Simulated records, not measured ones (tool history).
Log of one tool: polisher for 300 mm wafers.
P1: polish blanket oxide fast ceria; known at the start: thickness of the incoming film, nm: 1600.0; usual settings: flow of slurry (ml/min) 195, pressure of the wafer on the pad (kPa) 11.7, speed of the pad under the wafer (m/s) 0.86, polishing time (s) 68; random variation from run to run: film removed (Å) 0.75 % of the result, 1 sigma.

run,hour,flow of slurry (ml/min),pressure of the wafer on the pad (kPa),speed of the pad under the wafer (m/s),polishing time (s),film removed (Å)
1,11.1,195,11.7,0.86,68,6611.4
2,24.7,305,11.7,0.66,68,5331.2
3,33.4,195,11.7,0.86,68,6680.9
4,45.6,195,17.9,0.86,68,10135.0
5,62.8,195,11.7,0.86,68,6605.8
# hour 69.5: slurry nozzle cleaned
6,82.2,115,11.7,0.86,68,6018.3
7,97.7,195,6.2,0.86,68,3490.7
8,108.2,195,11.7,0.86,68,6679.7
# hour 113.4: worn pad replaced by a new one
9,119.6,300,11.7,0.86,68,6970.2
10,135.7,195,14.5,0.86,31,3747.1
11,153.3,195,11.7,0.62,68,4788.2
12,168.1,115,11.7,0.44,68,3076.8
13,179.2,195,11.7,0.86,35,3400.7
14,194.5,195,11.7,0.86,95,9296.4
15,207.4,195,11.7,1.32,68,10227.0
16,221.8,195,11.7,0.86,68,6570.7
17,235.8,195,11.7,0.86,68,6500.2
18,253.1,195,11.7,0.86,68,6419.5
19,265.5,195,11.7,0.86,68,6334.3
20,275.9,195,11.7,0.86,68,6266.0
# hour 289.3: worn pad replaced by a new one
21,291.5,195,11.7,0.86,68,6240.7
22,309.9,195,11.7,0.86,68,6276.8

The next listed run, before its measurement:
23,327.2,195,11.7,0.86,68,?

{"run 23": {"film removed (Å)": 6200.3}}
